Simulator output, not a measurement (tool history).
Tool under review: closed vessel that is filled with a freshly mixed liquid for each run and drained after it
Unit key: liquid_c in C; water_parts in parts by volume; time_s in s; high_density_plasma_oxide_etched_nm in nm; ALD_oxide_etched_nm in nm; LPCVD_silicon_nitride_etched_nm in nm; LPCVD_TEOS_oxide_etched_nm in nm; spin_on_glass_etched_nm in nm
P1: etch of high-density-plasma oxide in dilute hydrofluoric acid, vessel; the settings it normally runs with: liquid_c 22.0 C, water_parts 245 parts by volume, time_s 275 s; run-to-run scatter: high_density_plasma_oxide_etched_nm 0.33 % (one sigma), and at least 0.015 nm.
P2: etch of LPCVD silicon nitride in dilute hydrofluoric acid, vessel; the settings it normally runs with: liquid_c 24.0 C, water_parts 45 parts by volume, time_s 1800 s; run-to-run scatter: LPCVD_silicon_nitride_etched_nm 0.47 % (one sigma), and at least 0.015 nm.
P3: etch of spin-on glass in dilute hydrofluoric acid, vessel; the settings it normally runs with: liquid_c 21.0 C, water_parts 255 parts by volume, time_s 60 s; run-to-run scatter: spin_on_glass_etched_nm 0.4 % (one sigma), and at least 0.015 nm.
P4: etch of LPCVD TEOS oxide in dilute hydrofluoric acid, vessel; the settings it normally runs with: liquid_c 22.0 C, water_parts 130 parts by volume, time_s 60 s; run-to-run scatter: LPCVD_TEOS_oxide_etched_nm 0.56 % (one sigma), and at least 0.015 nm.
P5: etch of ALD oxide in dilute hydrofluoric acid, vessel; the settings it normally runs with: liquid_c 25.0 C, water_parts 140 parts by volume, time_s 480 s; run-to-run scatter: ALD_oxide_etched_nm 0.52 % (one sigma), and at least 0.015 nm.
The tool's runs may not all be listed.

run   hour  process  liquid_c  water_parts  time_s  hours since the thermometer was replaced  hours since the hydrofluoric acid flow meter was replaced  high_density_plasma_oxide_etched_nm  ALD_oxide_etched_nm  LPCVD_silicon_nitride_etched_nm  LPCVD_TEOS_oxide_etched_nm  spin_on_glass_etched_nm
  1    9.9       P1      22.0          245     275                                     341.8                                                      906.7                               8.0858
  2   22.6       P5      29.0          140     480                                     354.5                                                      919.4                                                    39.120
  3   37.0       P1      22.0          245     275                                     368.9                                                      933.8                               8.0638
  4   46.9       P2      24.0           60    1800                                     378.8                                                      943.7                                                                                     15.207
  5   60.0       P4      22.0          130      60                                     391.9                                                      956.8                                                                                                                 22.928
      67.6  -- thermometer replaced
  6   72.1       P2      24.0           45    1800                                       4.5                                                      968.9                                                                                     20.177
  7   80.0       P4      22.0          205      60                                      12.4                                                      976.8                                                                                                                 13.341
  8   92.7       P1      17.0          245     275                                      25.1                                                      989.5                               6.7482
  9  105.1       P2      32.0           45    1800                                      37.5                                                     1001.9                                                                                     33.776
 10  111.3       P4      22.0          130      60                                      43.7                                                     1008.1                                                                                                                 22.844
 11  120.8       P5      25.0          140     480                                      53.2                                                     1017.6                                                    33.602
 12  129.3       P1      22.0          245      90                                      61.7                                                     1026.1                               2.6560
 13  143.7       P1      22.0          445     275                                      76.1                                                     1040.5                               3.7214
 14  151.6       P4      22.0          130      30                                      84.0                                                     1048.4                                                                                                                 11.483
 15  163.4       P1      22.0          245     275                                      95.8                                                     1060.2                               8.0719
 16  175.2       P5      25.0          140     480                                     107.6                                                     1072.0                                                    33.582
 17  188.9       P1      27.0          245     120                                     121.3                                                     1085.7                               4.1938
 18  202.4       P5      25.0          205     480                                     134.8                                                     1099.2                                                    21.364
 19  212.5       P5      25.0          140     965                                     144.9                                                     1109.3                                                    68.086
 20  223.2       P3      21.0          255      60                                     155.6                                                     1120.0                                                                                                                                         11.1770
 21  230.0       P1      22.0          245     275                                     162.4                                                     1126.8                               8.1035
 22  239.6       P1      17.0           80     275                                     172.0                                                     1136.4                              24.0960
 23  251.3       P2      24.0           45    3265                                     183.7                                                     1148.1                                                                                     36.715
 24  262.5       P1      22.0           45     275                                     194.9                                                     1159.3                              54.8240
 25  273.9       P1      22.0          245     400                                     206.3                                                     1170.7                              11.7690
 26  285.4       P3      27.0          255      60                                     217.8                                                     1182.2                                                                                                                                         13.7370
 27  299.4       P1      22.0          245     275                                     231.8                                                     1196.2                               8.1005
 28  309.3       P3      21.0          255      30                                     241.7                                                     1206.1                                                                                                                                          5.5153
 29  317.9       P3      21.0          255      60                                     250.3                                                     1214.7                                                                                                                                         11.1460
 30  330.7       P3      21.0           80      60                                     263.1                                                     1227.5                                                                                                                                         42.6090
 31  339.0       P1      26.5          245     275                                     271.4                                                     1235.8                               9.5702
 32  349.8       P4      27.0          130      60                                     282.2                                                     1246.6                                                                                                                 27.681
 33  362.3       P1      22.0          245     275                                     294.7                                                     1259.1                               8.1472
 34  375.8       P1      22.0          135     460                                     308.2                                                     1272.6                              27.6180
 35  385.7       P1      22.0          245     275                                     318.1                                                     1282.5                               8.0844
 36  396.7       P1      22.0          245     275                                     329.1                                                     1293.5                               7.8123
 37  403.1       P1      22.0          245     275                                     335.5                                                     1299.9                               7.6658
 38  411.7       P1      22.0          245     275                                     344.1                                                     1308.5                               7.5458
 39  425.4       P1      22.0          245     275                                     357.8                                                     1322.2                               7.4646
 40  436.1       P1      22.0          245     275                                     368.5                                                     1332.9                               7.4359
 41  443.3       P1      22.0          245     275                                     375.7                                                     1340.1                               7.4673
 42  451.7       P1      22.0          245     275                                     384.1                                                     1348.5                               7.4443

The output of P1 has drifted from where it used to be. Each of the 2 causes below, taken at the size shown beside it, accounts for the log equally well:
A: hydrofluoric acid flow below the setpoint (%) = 6.71
B: liquid colder than its thermometer reads (K) = 2.33
Creep in the process output first set in at about hour 385.7.

Listed below are the offered check runs, one wafer per run, with question marks in place of results. For which of them would the causes give clearly different outcomes?
check 1  460.1       P3      21.0          255      60                                                                                                                                                                                                                                                    ?
check 2  460.1       P2      24.0           45    1800                                                                                                                                                                                               ?
check 3  460.1       P4      22.0          130      60                                                                                                                                                                                                                           ?
check 4  460.1       P5      25.0          140     480                                                                                                                                                              ?

How each check would come out, cause by cause:
  check                           result     if A     if B
check 1          spin_on_glass_etched_nm  10.2010  10.1950
check 2  LPCVD_silicon_nitride_etched_nm   18.878   17.238
check 3       LPCVD_TEOS_oxide_etched_nm   21.207   20.927
check 4              ALD_oxide_etched_nm   31.216   30.951
Separation of the two closest causes in each check, using whichever result separates them best: check 1 0.06 %; check 2 9.09 %; check 3 1.33 %; check 4 0.85 %
Check 2 tells the causes apart: in the others they would give nearly the same result.

After running check 2, the following was obtained: LPCVD_silicon_nitride_etched_nm 17.283 nm. Which cause does this point to?

It is B: liquid colder than its thermometer reads (K).
